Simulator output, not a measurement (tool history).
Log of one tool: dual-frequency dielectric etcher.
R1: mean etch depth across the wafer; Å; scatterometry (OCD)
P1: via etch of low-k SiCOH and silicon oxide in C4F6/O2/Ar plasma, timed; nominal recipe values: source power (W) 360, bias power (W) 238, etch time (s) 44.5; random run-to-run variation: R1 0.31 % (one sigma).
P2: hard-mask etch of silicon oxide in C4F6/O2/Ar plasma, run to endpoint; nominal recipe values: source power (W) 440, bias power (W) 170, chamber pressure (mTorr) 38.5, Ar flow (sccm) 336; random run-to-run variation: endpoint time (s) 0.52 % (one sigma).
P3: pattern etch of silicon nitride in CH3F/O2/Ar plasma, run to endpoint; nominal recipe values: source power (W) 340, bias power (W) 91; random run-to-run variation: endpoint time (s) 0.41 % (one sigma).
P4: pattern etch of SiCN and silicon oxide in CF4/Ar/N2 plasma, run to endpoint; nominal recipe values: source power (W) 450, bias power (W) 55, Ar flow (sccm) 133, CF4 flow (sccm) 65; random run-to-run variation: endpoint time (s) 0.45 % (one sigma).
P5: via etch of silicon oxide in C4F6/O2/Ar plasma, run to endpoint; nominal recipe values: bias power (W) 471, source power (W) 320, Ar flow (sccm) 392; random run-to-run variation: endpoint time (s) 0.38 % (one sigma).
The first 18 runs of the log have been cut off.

Run 19, day 9.975: process that ran P1, source power (W) 240, bias power (W) 188, etch time (s) 44.5. Result: R1 889.27 Å.
Run 20, day 10.558: process that ran P2, source power (W) 260, bias power (W) 170, Ar flow (sccm) 336, chamber pressure (mTorr) 38.5. Result: endpoint time (s) 88.975.
Run 21, day 11.088: process that ran P4, source power (W) 320, bias power (W) 55, Ar flow (sccm) 133, CF4 flow (sccm) 65. Result: endpoint time (s) 22.783.
Run 22, day 11.529: process that ran P5, source power (W) 420, bias power (W) 471, Ar flow (sccm) 392. Result: endpoint time (s) 32.219.
Run 23, day 12.017: process that ran P4, source power (W) 450, bias power (W) 55, Ar flow (sccm) 133, CF4 flow (sccm) 65. Result: endpoint time (s) 16.827.
Run 24, day 12.638: process that ran P4, source power (W) 450, bias power (W) 55, Ar flow (sccm) 133, CF4 flow (sccm) 92. Result: endpoint time (s) 15.742.
Run 25, day 13.150: process that ran P1, source power (W) 360, bias power (W) 238, etch time (s) 44.5. Result: R1 1128.40 Å.
Run 26, day 13.462: process that ran P1, source power (W) 360, bias power (W) 238, etch time (s) 44.5. Result: R1 1124.60 Å.
Run 27, day 13.779: process that ran P1, source power (W) 360, bias power (W) 238, etch time (s) 55.0. Result: R1 1393.30 Å.
Run 28, day 14.188: process that ran P2, source power (W) 440, bias power (W) 206, Ar flow (sccm) 336, chamber pressure (mTorr) 38.5. Result: endpoint time (s) 68.605.
Run 29, day 14.842: process that ran P3, source power (W) 340, bias power (W) 91. Result: endpoint time (s) 26.884.
Run 30, day 15.475: process that ran P1, source power (W) 360, bias power (W) 238, etch time (s) 24.5. Result: R1 616.30 Å.
Run 31, day 15.958: process that ran P1, source power (W) 360, bias power (W) 238, etch time (s) 44.5. Result: R1 1118.10 Å.
Run 32, day 16.471: process that ran P1, source power (W) 360, bias power (W) 326, etch time (s) 44.5. Result: R1 1250.00 Å.
Run 33, day 16.883: process that ran P4, source power (W) 450, bias power (W) 41, Ar flow (sccm) 133, CF4 flow (sccm) 65. Result: endpoint time (s) 18.593.
Run 34, day 17.388: process that ran P1, source power (W) 360, bias power (W) 238, etch time (s) 44.5. Result: R1 1117.00 Å.
Run 35, day 17.775: process that ran P1, source power (W) 360, bias power (W) 238, etch time (s) 44.5. Result: R1 1127.70 Å.
Run 36, day 18.258: process that ran P1, source power (W) 360, bias power (W) 238, etch time (s) 44.5. Result: R1 1133.80 Å.
Run 37, day 18.929: process that ran P1, source power (W) 360, bias power (W) 238, etch time (s) 44.5. Result: R1 1133.00 Å.
Run 38, day 19.538: process that ran P1, source power (W) 360, bias power (W) 238, etch time (s) 44.5. Result: R1 1141.70 Å.
At day 19.788: wet clean of the chamber.
Run 39, day 19.846: process that ran P1, source power (W) 360, bias power (W) 238, etch time (s) 44.5. Result: R1 1139.80 Å.
Run 40, day 20.271: process that ran P1, source power (W) 360, bias power (W) 238, etch time (s) 44.5. Result: R1 1139.30 Å.
Run 41, day 20.900: process that ran P1, source power (W) 360, bias power (W) 238, etch time (s) 44.5. Result: R1 1142.80 Å.
Run 42, day 21.254: process that ran P1, source power (W) 360, bias power (W) 238, etch time (s) 44.5. Result: R1 1137.90 Å.

Run 43, settings as shown, results not yet in. Your forecast:
Run 43, day 21.850: process that ran P1, source power (W) 360, bias power (W) 238, etch time (s) 44.5. Result: R1 ?.

Run 43 gave R1 1137.20 Å.
